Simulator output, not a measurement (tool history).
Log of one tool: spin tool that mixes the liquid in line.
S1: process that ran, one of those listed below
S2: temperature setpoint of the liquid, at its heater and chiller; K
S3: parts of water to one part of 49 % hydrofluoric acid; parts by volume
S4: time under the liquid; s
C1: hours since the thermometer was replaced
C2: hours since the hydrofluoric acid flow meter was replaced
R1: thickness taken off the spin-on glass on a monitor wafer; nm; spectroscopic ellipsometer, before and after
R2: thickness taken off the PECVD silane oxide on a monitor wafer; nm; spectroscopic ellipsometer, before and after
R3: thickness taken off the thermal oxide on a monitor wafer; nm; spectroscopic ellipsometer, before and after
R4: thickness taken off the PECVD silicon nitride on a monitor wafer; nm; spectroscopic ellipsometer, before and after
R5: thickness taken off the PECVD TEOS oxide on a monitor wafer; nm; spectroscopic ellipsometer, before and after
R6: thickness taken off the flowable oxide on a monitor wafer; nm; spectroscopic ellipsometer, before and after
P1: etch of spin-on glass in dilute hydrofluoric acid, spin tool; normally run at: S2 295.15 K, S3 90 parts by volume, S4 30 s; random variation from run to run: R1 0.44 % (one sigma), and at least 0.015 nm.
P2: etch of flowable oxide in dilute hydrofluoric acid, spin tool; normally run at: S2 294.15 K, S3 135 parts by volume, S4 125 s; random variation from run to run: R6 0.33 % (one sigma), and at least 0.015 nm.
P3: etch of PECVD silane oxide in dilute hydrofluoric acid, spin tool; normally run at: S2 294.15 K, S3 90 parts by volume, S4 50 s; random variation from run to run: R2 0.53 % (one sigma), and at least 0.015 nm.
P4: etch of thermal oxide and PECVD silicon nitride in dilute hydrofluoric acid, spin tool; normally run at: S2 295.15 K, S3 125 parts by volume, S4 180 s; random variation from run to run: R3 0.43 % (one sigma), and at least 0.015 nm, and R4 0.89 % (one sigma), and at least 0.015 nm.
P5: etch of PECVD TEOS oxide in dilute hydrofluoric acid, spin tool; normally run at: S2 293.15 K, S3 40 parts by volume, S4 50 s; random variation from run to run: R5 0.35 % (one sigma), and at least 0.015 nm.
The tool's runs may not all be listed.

Run 1, hour 10.5: S1 P1, S2 295.15 K, S3 90 parts by volume, S4 30 s; C1 1665; C2 525.7. Result: R1 18.662 nm.
Run 2, hour 18.2: S1 P3, S2 290.15 K, S3 90 parts by volume, S4 50 s; C1 1672.7; C2 533.4. Result: R2 14.328 nm.
Run 3, hour 30: S1 P4, S2 295.15 K, S3 220 parts by volume, S4 180 s; C1 1684.5; C2 545.2. Result: R3 3.137 nm, R4 1.484 nm.
Run 4, hour 45.7: S1 P1, S2 295.15 K, S3 90 parts by volume, S4 30 s; C1 1700.2; C2 560.9. Result: R1 18.756 nm.
Run 5, hour 53.3: S1 P1, S2 295.15 K, S3 90 parts by volume, S4 30 s; C1 1707.8; C2 568.5. Result: R1 18.627 nm.
Run 6, hour 69.7: S1 P1, S2 303.15 K, S3 90 parts by volume, S4 30 s; C1 1724.2; C2 584.9. Result: R1 25.473 nm.
At hour 80.8: thermometer replaced.
Run 7, hour 81.5: S1 P1, S2 301.65 K, S3 90 parts by volume, S4 15 s; C1 0.7; C2 596.7. Result: R1 11.99 nm.
Run 8, hour 98.4: S1 P1, S2 295.15 K, S3 90 parts by volume, S4 30 s; C1 17.6; C2 613.6. Result: R1 18.578 nm.
Run 9, hour 108.3: S1 P5, S2 301.65 K, S3 40 parts by volume, S4 50 s; C1 27.5; C2 623.5. Result: R5 13.711 nm.
At hour 114.2: hydrofluoric acid flow meter replaced.
Run 10, hour 123: S1 P5, S2 293.15 K, S3 40 parts by volume, S4 15 s; C1 42.2; C2 8.9. Result: R5 2.8587 nm.
Run 11, hour 138.5: S1 P4, S2 295.15 K, S3 125 parts by volume, S4 15 s; C1 57.7; C2 24.4. Result: R3 0.50849 nm, R4 0.22485 nm.
Run 12, hour 151: S1 P1, S2 295.15 K, S3 140 parts by volume, S4 30 s; C1 70.2; C2 36.9. Result: R1 11.336 nm.
Run 13, hour 164.3: S1 P2, S2 294.15 K, S3 135 parts by volume, S4 125 s; C1 83.5; C2 50.2. Result: R6 29.616 nm.
Run 14, hour 176.5: S1 P5, S2 293.15 K, S3 40 parts by volume, S4 50 s; C1 95.7; C2 62.4. Result: R5 9.6034 nm.
Run 15, hour 193.3: S1 P4, S2 295.15 K, S3 125 parts by volume, S4 180 s; C1 112.5; C2 79.2. Result: R3 6.0192 nm, R4 2.6166 nm.
Run 16, hour 201.3: S1 P1, S2 290.15 K, S3 90 parts by volume, S4 30 s; C1 120.5; C2 87.2. Result: R1 15.181 nm.
Run 17, hour 212.9: S1 P3, S2 294.15 K, S3 150 parts by volume, S4 50 s; C1 132.1; C2 98.8. Result: R2 9.534 nm.
Run 18, hour 226.6: S1 P5, S2 293.15 K, S3 40 parts by volume, S4 50 s; C1 145.8; C2 112.5. Result: R5 9.5373 nm.
Run 19, hour 243.7: S1 P4, S2 290.15 K, S3 125 parts by volume, S4 180 s; C1 162.9; C2 129.6. Result: R3 4.9664 nm, R4 1.8487 nm.
Run 20, hour 256: S1 P1, S2 295.15 K, S3 90 parts by volume, S4 30 s; C1 175.2; C2 141.9. Result: R1 18.667 nm.
Run 21, hour 271.1: S1 P4, S2 295.15 K, S3 125 parts by volume, S4 180 s; C1 190.3; C2 157. Result: R3 6.0561 nm, R4 2.6163 nm.
Run 22, hour 283.8: S1 P1, S2 295.15 K, S3 90 parts by volume, S4 30 s; C1 203; C2 169.7. Result: R1 18.62 nm.
Run 23, hour 295: S1 P1, S2 295.15 K, S3 90 parts by volume, S4 15 s; C1 214.2; C2 180.9. Result: R1 9.2594 nm.
Run 24, hour 302.6: S1 P3, S2 294.15 K, S3 90 parts by volume, S4 50 s; C1 221.8; C2 188.5. Result: R2 16.949 nm.
Run 25, hour 312.1: S1 P5, S2 293.15 K, S3 20 parts by volume, S4 50 s; C1 231.3; C2 198. Result: R5 19.599 nm.
Run 26, hour 326.6: S1 P2, S2 294.15 K, S3 50 parts by volume, S4 125 s; C1 245.8; C2 212.5. Result: R6 87.993 nm.
Run 27, hour 336.2: S1 P3, S2 294.15 K, S3 90 parts by volume, S4 50 s; C1 255.4; C2 222.1. Result: R2 17.075 nm.
Run 28, hour 345.6: S1 P1, S2 295.15 K, S3 40 parts by volume, S4 30 s; C1 264.8; C2 231.5. Result: R1 45.1 nm.
Run 29, hour 360.5: S1 P1, S2 295.15 K, S3 90 parts by volume, S4 60 s; C1 279.7; C2 246.4. Result: R1 37.338 nm.
Run 30, hour 371: S1 P2, S2 290.15 K, S3 135 parts by volume, S4 125 s; C1 290.2; C2 256.9. Result: R6 25.14 nm.
Run 31, hour 383: S1 P1, S2 298.65 K, S3 155 parts by volume, S4 30 s; C1 302.2; C2 268.9. Result: R1 11.514 nm.
Run 32, hour 396.9: S1 P2, S2 294.15 K, S3 135 parts by volume, S4 15 s; C1 316.1; C2 282.8. Result: R6 3.5883 nm.
Run 33, hour 411: S1 P3, S2 294.15 K, S3 90 parts by volume, S4 15 s; C1 330.2; C2 296.9. Result: R2 5.1536 nm.
Run 34, hour 419.2: S1 P1, S2 295.15 K, S3 90 parts by volume, S4 30 s; C1 338.4; C2 305.1. Result: R1 18.748 nm.
Run 35, hour 434.6: S1 P1, S2 295.15 K, S3 90 parts by volume, S4 30 s; C1 353.8; C2 320.5. Result: R1 19.167 nm.
Run 36, hour 444.4: S1 P1, S2 295.15 K, S3 90 parts by volume, S4 30 s; C1 363.6; C2 330.3. Result: R1 19.323 nm.
Run 37, hour 461.5: S1 P1, S2 295.15 K, S3 90 parts by volume, S4 30 s; C1 380.7; C2 347.4. Result: R1 19.593 nm.
Run 38, hour 476.7: S1 P1, S2 295.15 K, S3 90 parts by volume, S4 30 s; C1 395.9; C2 362.6. Result: R1 19.519 nm.
Run 39, hour 485.3: S1 P1, S2 295.15 K, S3 90 parts by volume, S4 30 s; C1 404.5; C2 371.2. Result: R1 19.692 nm.
Run 40, hour 500.8: S1 P1, S2 295.15 K, S3 90 parts by volume, S4 30 s; C1 420; C2 386.7. Result: R1 19.654 nm.
Run 41, hour 509.6: S1 P1, S2 295.15 K, S3 90 parts by volume, S4 30 s; C1 428.8; C2 395.5. Result: R1 19.808 nm.

What P1 gives has crept away from where it was. These 2 causes fit the log equally well, each at the size given:
A: liquid hotter than its thermometer reads (K) = 1.45
B: hydrofluoric acid flow above the setpoint (%) = 5.43
The creep began at about hour 419.2.

4 check runs are offered, each on 3 wafers whose results are averaged, their results left as question marks. Which one tells the causes apart?
Run check 1, hour 518.4: S1 P3, S2 294.15 K, S3 145 parts by volume, S4 50 s. Result: R2 ?.
Run check 2, hour 518.4: S1 P4, S2 290.15 K, S3 125 parts by volume, S4 180 s. Result: R3 ?, R4 ?.
Run check 3, hour 518.4: S1 P2, S2 294.15 K, S3 135 parts by volume, S4 15 s. Result: R6 ?.
Run check 4, hour 518.4: S1 P5, S2 297.65 K, S3 40 parts by volume, S4 25 s. Result: R5 ?.

What each check would give under each cause:
  check  result    if A    if B
check 1      R2  10.504  10.546
check 2      R3  5.2412  5.2386
check 2      R4  2.0618  1.9641
check 3      R6  3.7611   3.773
check 4      R5  6.1525  6.1284
How far apart the two closest causes lie, in the result that separates them most: check 1 0.4 %; check 2 4.85 %; check 3 0.32 %; check 4 0.39 %
Only check 2 tells the causes apart: in the others they would give nearly the same result.

Check 2 was then run and gave: R3 5.214 nm; R4 1.9582 nm. Which cause is it?

It is B: hydrofluoric acid flow above the setpoint (%).
